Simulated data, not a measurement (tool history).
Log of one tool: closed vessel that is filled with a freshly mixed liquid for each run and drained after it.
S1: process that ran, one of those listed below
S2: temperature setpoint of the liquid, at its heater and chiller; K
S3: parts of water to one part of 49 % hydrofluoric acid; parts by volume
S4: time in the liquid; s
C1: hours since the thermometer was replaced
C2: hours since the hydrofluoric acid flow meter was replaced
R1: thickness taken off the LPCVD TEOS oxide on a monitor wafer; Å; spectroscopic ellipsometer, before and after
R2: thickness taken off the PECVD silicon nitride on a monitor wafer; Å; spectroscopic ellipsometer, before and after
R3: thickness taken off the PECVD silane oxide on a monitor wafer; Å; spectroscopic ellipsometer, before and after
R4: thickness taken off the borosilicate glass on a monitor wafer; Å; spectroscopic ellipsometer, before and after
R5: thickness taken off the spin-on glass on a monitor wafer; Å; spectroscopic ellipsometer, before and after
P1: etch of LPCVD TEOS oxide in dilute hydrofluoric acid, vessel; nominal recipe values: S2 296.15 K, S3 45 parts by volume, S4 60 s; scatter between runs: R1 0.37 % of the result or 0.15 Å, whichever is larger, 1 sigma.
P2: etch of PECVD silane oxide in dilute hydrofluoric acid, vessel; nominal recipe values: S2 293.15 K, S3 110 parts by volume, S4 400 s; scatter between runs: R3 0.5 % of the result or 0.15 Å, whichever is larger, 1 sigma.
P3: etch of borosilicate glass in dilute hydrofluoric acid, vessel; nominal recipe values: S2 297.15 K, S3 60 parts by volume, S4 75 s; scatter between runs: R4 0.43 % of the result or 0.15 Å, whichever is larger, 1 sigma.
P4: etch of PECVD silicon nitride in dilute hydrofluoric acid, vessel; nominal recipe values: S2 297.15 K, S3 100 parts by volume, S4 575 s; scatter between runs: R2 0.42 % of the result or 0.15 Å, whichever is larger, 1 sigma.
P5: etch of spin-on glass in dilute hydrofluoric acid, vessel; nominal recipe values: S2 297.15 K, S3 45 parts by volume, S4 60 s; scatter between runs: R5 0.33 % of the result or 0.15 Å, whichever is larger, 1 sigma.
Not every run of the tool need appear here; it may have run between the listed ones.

{"run": 1, "hour": 7.6, "S1": "P1", "S2": 296.15, "S3": 45, "S4": 60, "C1": 1529.6, "C2": 344.5, "R1": 287.53}
{"run": 2, "hour": 12.0, "S1": "P4", "S2": 297.15, "S3": 100, "S4": 575, "C1": 1534, "C2": 348.9, "R2": 127.74}
{"run": 3, "hour": 18.3, "S1": "P2", "S2": 293.15, "S3": 110, "S4": 50, "C1": 1540.3, "C2": 355.2, "R3": 72.754}
{"run": 4, "hour": 23.1, "S1": "P3", "S2": 297.15, "S3": 60, "S4": 30, "C1": 1545.1, "C2": 360, "R4": 184.5}
{"run": 5, "hour": 29.9, "S1": "P1", "S2": 301.15, "S3": 45, "S4": 60, "C1": 1551.9, "C2": 366.8, "R1": 349.35}
{"run": 6, "hour": 36.7, "S1": "P4", "S2": 303.15, "S3": 100, "S4": 575, "C1": 1558.7, "C2": 373.6, "R2": 187.29}
{"run": 7, "hour": 43.7, "S1": "P3", "S2": 297.15, "S3": 105, "S4": 75, "C1": 1565.7, "C2": 380.6, "R4": 248.41}
{"run": 8, "hour": 47.4, "S1": "P1", "S2": 291.65, "S3": 45, "S4": 30, "C1": 1569.4, "C2": 384.3, "R1": 118.49}
{"run": 9, "hour": 54.6, "S1": "P1", "S2": 296.15, "S3": 45, "S4": 60, "C1": 1576.6, "C2": 391.5, "R1": 286.19}
{"run": 10, "hour": 58.0, "S1": "P5", "S2": 297.15, "S3": 75, "S4": 60, "C1": 1580, "C2": 394.9, "R5": 207.26}
{"run": 11, "hour": 64.3, "S1": "P3", "S2": 301.65, "S3": 60, "S4": 75, "C1": 1586.3, "C2": 401.2, "R4": 553.54}
{"run": 12, "hour": 71.3, "S1": "P1", "S2": 296.15, "S3": 45, "S4": 60, "C1": 1593.3, "C2": 408.2, "R1": 284.82}
{"run": 13, "hour": 75.6, "S1": "P1", "S2": 296.15, "S3": 45, "S4": 90, "C1": 1597.6, "C2": 412.5, "R1": 430.37}
{"run": 14, "hour": 81.6, "S1": "P5", "S2": 301.65, "S3": 45, "S4": 60, "C1": 1603.6, "C2": 418.5, "R5": 429.58}
{"run": 15, "hour": 85.6, "S1": "P1", "S2": 296.15, "S3": 20, "S4": 60, "C1": 1607.6, "C2": 422.5, "R1": 666.69}
{"run": 16, "hour": 89.9, "S1": "P1", "S2": 296.15, "S3": 45, "S4": 60, "C1": 1611.9, "C2": 426.8, "R1": 287.27}
{"run": 17, "hour": 94.0, "S1": "P5", "S2": 297.15, "S3": 45, "S4": 30, "C1": 1616, "C2": 430.9, "R5": 179.79}
{"run": 18, "hour": 101.2, "S1": "P1", "S2": 296.15, "S3": 60, "S4": 60, "C1": 1623.2, "C2": 438.1, "R1": 210.95}
{"run": 19, "hour": 107.3, "S1": "P1", "S2": 296.15, "S3": 45, "S4": 30, "C1": 1629.3, "C2": 444.2, "R1": 142.36}
{"run": 20, "hour": 112.1, "S1": "P1", "S2": 296.15, "S3": 45, "S4": 60, "C1": 1634.1, "C2": 449, "R1": 285.71}
{"run": 21, "hour": 116.9, "S1": "P3", "S2": 297.15, "S3": 60, "S4": 75, "C1": 1638.9, "C2": 453.8, "R4": 462.82}
{"hour": 117.5, "done": "hydrofluoric acid flow meter replaced"}
{"run": 22, "hour": 121.5, "S1": "P2", "S2": 293.15, "S3": 110, "S4": 400, "C1": 1643.5, "C2": 4, "R3": 583.57}
{"run": 23, "hour": 125.5, "S1": "P1", "S2": 296.15, "S3": 45, "S4": 60, "C1": 1647.5, "C2": 8, "R1": 284.85}
{"run": 24, "hour": 132.3, "S1": "P1", "S2": 290.65, "S3": 45, "S4": 60, "C1": 1654.3, "C2": 14.8, "R1": 227.42}
{"run": 25, "hour": 138.7, "S1": "P4", "S2": 297.15, "S3": 100, "S4": 1135, "C1": 1660.7, "C2": 21.2, "R2": 251.03}
{"run": 26, "hour": 143.0, "S1": "P3", "S2": 297.15, "S3": 60, "S4": 75, "C1": 1665, "C2": 25.5, "R4": 464.9}
{"run": 27, "hour": 146.9, "S1": "P5", "S2": 297.15, "S3": 45, "S4": 60, "C1": 1668.9, "C2": 29.4, "R5": 360.06}
{"run": 28, "hour": 153.9, "S1": "P2", "S2": 300.65, "S3": 110, "S4": 400, "C1": 1675.9, "C2": 36.4, "R3": 788.36}
{"run": 29, "hour": 159.2, "S1": "P2", "S2": 293.15, "S3": 110, "S4": 400, "C1": 1681.2, "C2": 41.7, "R3": 590.02}
{"run": 30, "hour": 165.3, "S1": "P4", "S2": 297.15, "S3": 165, "S4": 575, "C1": 1687.3, "C2": 47.8, "R2": 78.094}
{"run": 31, "hour": 171.7, "S1": "P2", "S2": 293.15, "S3": 195, "S4": 400, "C1": 1693.7, "C2": 54.2, "R3": 303.73}
{"run": 32, "hour": 177.4, "S1": "P4", "S2": 297.15, "S3": 100, "S4": 575, "C1": 1699.4, "C2": 59.9, "R2": 128.95}
{"run": 33, "hour": 183.7, "S1": "P1", "S2": 296.15, "S3": 45, "S4": 60, "C1": 1705.7, "C2": 66.2, "R1": 287.81}
{"run": 34, "hour": 190.4, "S1": "P5", "S2": 297.15, "S3": 45, "S4": 60, "C1": 1712.4, "C2": 72.9, "R5": 359.34}
{"run": 35, "hour": 196.4, "S1": "P1", "S2": 296.15, "S3": 45, "S4": 60, "C1": 1718.4, "C2": 78.9, "R1": 286.27}
{"run": 36, "hour": 201.2, "S1": "P1", "S2": 296.15, "S3": 45, "S4": 60, "C1": 1723.2, "C2": 83.7, "R1": 280.35}
{"run": 37, "hour": 205.9, "S1": "P1", "S2": 296.15, "S3": 45, "S4": 60, "C1": 1727.9, "C2": 88.4, "R1": 277.2}
{"run": 38, "hour": 211.8, "S1": "P1", "S2": 296.15, "S3": 45, "S4": 60, "C1": 1733.8, "C2": 94.3, "R1": 272.06}
{"run": 39, "hour": 219.4, "S1": "P1", "S2": 296.15, "S3": 45, "S4": 60, "C1": 1741.4, "C2": 101.9, "R1": 269.71}
{"run": 40, "hour": 222.9, "S1": "P1", "S2": 296.15, "S3": 45, "S4": 60, "C1": 1744.9, "C2": 105.4, "R1": 269.69}
{"run": 41, "hour": 229.9, "S1": "P1", "S2": 296.15, "S3": 45, "S4": 60, "C1": 1751.9, "C2": 112.4, "R1": 269.91}
{"run": 42, "hour": 235.0, "S1": "P1", "S2": 296.15, "S3": 45, "S4": 60, "C1": 1757, "C2": 117.5, "R1": 267.2}
{"run": 43, "hour": 240.9, "S1": "P1", "S2": 296.15, "S3": 45, "S4": 60, "C1": 1762.9, "C2": 123.4, "R1": 267.68}

P1 no longer gives what it gave before; its output has crept away from where it was. The following 2 causes, each at its listed size, fit the log equally well:
A: liquid colder than its thermometer reads (K) = 1.62
B: hydrofluoric acid flow below the setpoint (%) = 6.18
The onset of the drift is placed at about hour 196.4.

Each of the 4 check runs below uses one wafer; its results are left as question marks. Which run tells the causes apart?
{"run": "check 1", "hour": 246.8, "S1": "P3", "S2": 297.15, "S3": 85, "S4": 30, "R4": "?"}
{"run": "check 2", "hour": 246.8, "S1": "P2", "S2": 298.65, "S3": 110, "S4": 85, "R3": "?"}
{"run": "check 3", "hour": 246.8, "S1": "P5", "S2": 297.15, "S3": 60, "S4": 30, "R5": "?"}
{"run": "check 4", "hour": 246.8, "S1": "P4", "S2": 297.15, "S3": 100, "S4": 960, "R2": "?"}

Expected result of each check under each candidate cause:
check=check_1 result=R4 if_A=118.25 if_B=117.61
check=check_2 result=R3 if_A=145.5 if_B=144.11
check=check_3 result=R5 if_A=123.66 if_B=123.37
check=check_4 result=R2 if_A=191.86 if_B=200.58
Minimum pairwise separation of causes per check, each pair taken at its best-separating result: check 1 0.55 %; check 2 0.96 %; check 3 0.23 %; check 4 4.45 %
Of the check runs offered, only check 4 discriminates between the causes; the rest would read about the same regardless of which cause applies.

The results of check 4 are: R2 191.04 Å. Based on these, which of the listed causes is it?

The cause is A: liquid colder than its thermometer reads (K).

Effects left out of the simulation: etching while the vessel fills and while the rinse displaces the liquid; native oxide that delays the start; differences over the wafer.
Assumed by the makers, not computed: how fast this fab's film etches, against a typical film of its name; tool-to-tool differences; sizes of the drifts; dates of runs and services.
